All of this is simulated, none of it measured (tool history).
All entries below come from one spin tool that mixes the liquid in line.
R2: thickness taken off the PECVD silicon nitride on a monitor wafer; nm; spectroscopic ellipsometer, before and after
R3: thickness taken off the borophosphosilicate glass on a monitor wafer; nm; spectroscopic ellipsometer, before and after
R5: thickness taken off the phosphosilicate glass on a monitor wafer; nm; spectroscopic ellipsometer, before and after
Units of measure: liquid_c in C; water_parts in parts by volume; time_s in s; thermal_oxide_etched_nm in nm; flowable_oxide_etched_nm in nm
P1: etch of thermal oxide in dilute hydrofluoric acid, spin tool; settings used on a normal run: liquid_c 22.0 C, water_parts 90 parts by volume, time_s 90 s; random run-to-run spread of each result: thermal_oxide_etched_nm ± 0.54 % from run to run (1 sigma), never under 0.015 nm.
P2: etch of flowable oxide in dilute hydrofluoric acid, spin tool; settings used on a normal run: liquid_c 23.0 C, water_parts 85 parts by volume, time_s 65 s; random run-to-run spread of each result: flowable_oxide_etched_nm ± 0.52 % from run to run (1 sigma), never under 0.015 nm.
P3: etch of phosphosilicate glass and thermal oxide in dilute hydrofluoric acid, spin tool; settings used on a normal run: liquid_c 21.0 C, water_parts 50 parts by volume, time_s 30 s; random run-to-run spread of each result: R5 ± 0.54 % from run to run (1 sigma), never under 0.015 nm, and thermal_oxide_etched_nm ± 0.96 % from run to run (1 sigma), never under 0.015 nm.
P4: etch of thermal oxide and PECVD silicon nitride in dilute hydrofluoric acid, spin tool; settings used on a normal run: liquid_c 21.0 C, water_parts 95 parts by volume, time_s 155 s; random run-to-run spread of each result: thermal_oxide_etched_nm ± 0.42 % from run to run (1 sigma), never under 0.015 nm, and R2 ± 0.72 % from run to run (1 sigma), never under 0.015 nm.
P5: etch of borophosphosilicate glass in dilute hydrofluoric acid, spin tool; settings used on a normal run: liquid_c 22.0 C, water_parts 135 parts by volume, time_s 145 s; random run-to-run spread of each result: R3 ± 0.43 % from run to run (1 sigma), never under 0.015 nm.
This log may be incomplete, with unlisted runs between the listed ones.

{"run": 1, "day": 0.342, "process": "P1", "liquid_c": 22.0, "water_parts": 90, "time_s": 90, "thermal_oxide_etched_nm": 4.579}
{"run": 2, "day": 0.538, "process": "P4", "liquid_c": 21.0, "water_parts": 20, "time_s": 155, "thermal_oxide_etched_nm": 35.514, "R2": 17.338}
{"run": 3, "day": 0.762, "process": "P1", "liquid_c": 29.0, "water_parts": 90, "time_s": 165, "thermal_oxide_etched_nm": 10.975}
{"run": 4, "day": 1.112, "process": "P5", "liquid_c": 17.0, "water_parts": 135, "time_s": 145, "R3": 33.453}
{"run": 5, "day": 1.408, "process": "P4", "liquid_c": 21.0, "water_parts": 95, "time_s": 155, "thermal_oxide_etched_nm": 6.7809, "R2": 3.8181}
{"run": 6, "day": 1.596, "process": "P4", "liquid_c": 21.0, "water_parts": 95, "time_s": 155, "thermal_oxide_etched_nm": 6.8545, "R2": 3.7932}
{"run": 7, "day": 1.85, "process": "P1", "liquid_c": 22.0, "water_parts": 90, "time_s": 90, "thermal_oxide_etched_nm": 4.5565}
{"run": 8, "day": 2.083, "process": "P2", "liquid_c": 23.0, "water_parts": 85, "time_s": 65, "flowable_oxide_etched_nm": 20.724}
{"run": 9, "day": 2.283, "process": "P1", "liquid_c": 22.0, "water_parts": 90, "time_s": 90, "thermal_oxide_etched_nm": 4.5537}
{"run": 10, "day": 2.567, "process": "P3", "liquid_c": 21.0, "water_parts": 20, "time_s": 30, "thermal_oxide_etched_nm": 6.5871, "R5": 114.84}
{"run": 11, "day": 2.808, "process": "P1", "liquid_c": 17.5, "water_parts": 90, "time_s": 90, "thermal_oxide_etched_nm": 3.7974}
{"run": 12, "day": 3.012, "process": "P5", "liquid_c": 22.0, "water_parts": 135, "time_s": 145, "R3": 40.708}
{"run": 13, "day": 3.354, "process": "P4", "liquid_c": 21.0, "water_parts": 95, "time_s": 240, "thermal_oxide_etched_nm": 10.571, "R2": 5.7868}
{"run": 14, "day": 3.538, "process": "P3", "liquid_c": 21.0, "water_parts": 50, "time_s": 30, "thermal_oxide_etched_nm": 2.492, "R5": 44.612}
{"run": 15, "day": 3.8, "process": "P2", "liquid_c": 23.0, "water_parts": 120, "time_s": 65, "flowable_oxide_etched_nm": 14.189}
{"run": 16, "day": 4.083, "process": "P3", "liquid_c": 25.5, "water_parts": 50, "time_s": 30, "thermal_oxide_etched_nm": 2.993, "R5": 53.63}
{"run": 17, "day": 4.3, "process": "P1", "liquid_c": 22.0, "water_parts": 155, "time_s": 90, "thermal_oxide_etched_nm": 2.5032}
{"run": 18, "day": 4.604, "process": "P1", "liquid_c": 22.0, "water_parts": 90, "time_s": 90, "thermal_oxide_etched_nm": 4.5967}
{"run": 19, "day": 4.921, "process": "P2", "liquid_c": 27.0, "water_parts": 85, "time_s": 65, "flowable_oxide_etched_nm": 24.349}
{"run": 20, "day": 5.15, "process": "P1", "liquid_c": 22.0, "water_parts": 90, "time_s": 40, "thermal_oxide_etched_nm": 2.0463}
{"run": 21, "day": 5.479, "process": "P1", "liquid_c": 17.0, "water_parts": 35, "time_s": 90, "thermal_oxide_etched_nm": 10.081}
{"day": 5.646, "done": "thermometer replaced"}
{"run": 22, "day": 5.675, "process": "P1", "liquid_c": 22.0, "water_parts": 20, "time_s": 90, "thermal_oxide_etched_nm": 22.558}
{"run": 23, "day": 5.871, "process": "P3", "liquid_c": 21.0, "water_parts": 50, "time_s": 65, "thermal_oxide_etched_nm": 5.4643, "R5": 96.999}
{"run": 24, "day": 6.083, "process": "P3", "liquid_c": 21.0, "water_parts": 50, "time_s": 30, "thermal_oxide_etched_nm": 2.5346, "R5": 44.523}
{"run": 25, "day": 6.417, "process": "P2", "liquid_c": 23.0, "water_parts": 85, "time_s": 65, "flowable_oxide_etched_nm": 20.766}
{"day": 6.658, "done": "hydrofluoric acid flow meter replaced"}
{"run": 26, "day": 6.671, "process": "P1", "liquid_c": 22.0, "water_parts": 90, "time_s": 170, "thermal_oxide_etched_nm": 8.6166}
{"run": 27, "day": 7.021, "process": "P4", "liquid_c": 17.0, "water_parts": 95, "time_s": 155, "thermal_oxide_etched_nm": 5.7648, "R2": 2.8861}
{"run": 28, "day": 7.179, "process": "P5", "liquid_c": 22.0, "water_parts": 135, "time_s": 240, "R3": 67.592}
{"run": 29, "day": 7.521, "process": "P2", "liquid_c": 23.0, "water_parts": 85, "time_s": 25, "flowable_oxide_etched_nm": 7.9772}
{"run": 30, "day": 7.804, "process": "P1", "liquid_c": 22.0, "water_parts": 90, "time_s": 90, "thermal_oxide_etched_nm": 4.5761}
{"run": 31, "day": 8.158, "process": "P1", "liquid_c": 26.5, "water_parts": 90, "time_s": 90, "thermal_oxide_etched_nm": 5.4746}
{"run": 32, "day": 8.408, "process": "P5", "liquid_c": 22.0, "water_parts": 230, "time_s": 145, "R3": 21.564}
{"run": 33, "day": 8.679, "process": "P1", "liquid_c": 22.0, "water_parts": 90, "time_s": 90, "thermal_oxide_etched_nm": 4.5359}
{"run": 34, "day": 8.888, "process": "P1", "liquid_c": 22.0, "water_parts": 90, "time_s": 90, "thermal_oxide_etched_nm": 4.7605}

Expected results for the next run?
{"run": 35, "day": 9.2, "process": "P1", "liquid_c": 22.0, "water_parts": 90, "time_s": 90, "thermal_oxide_etched_nm": "?"}

thermal_oxide_etched_nm: 4.9182 nm
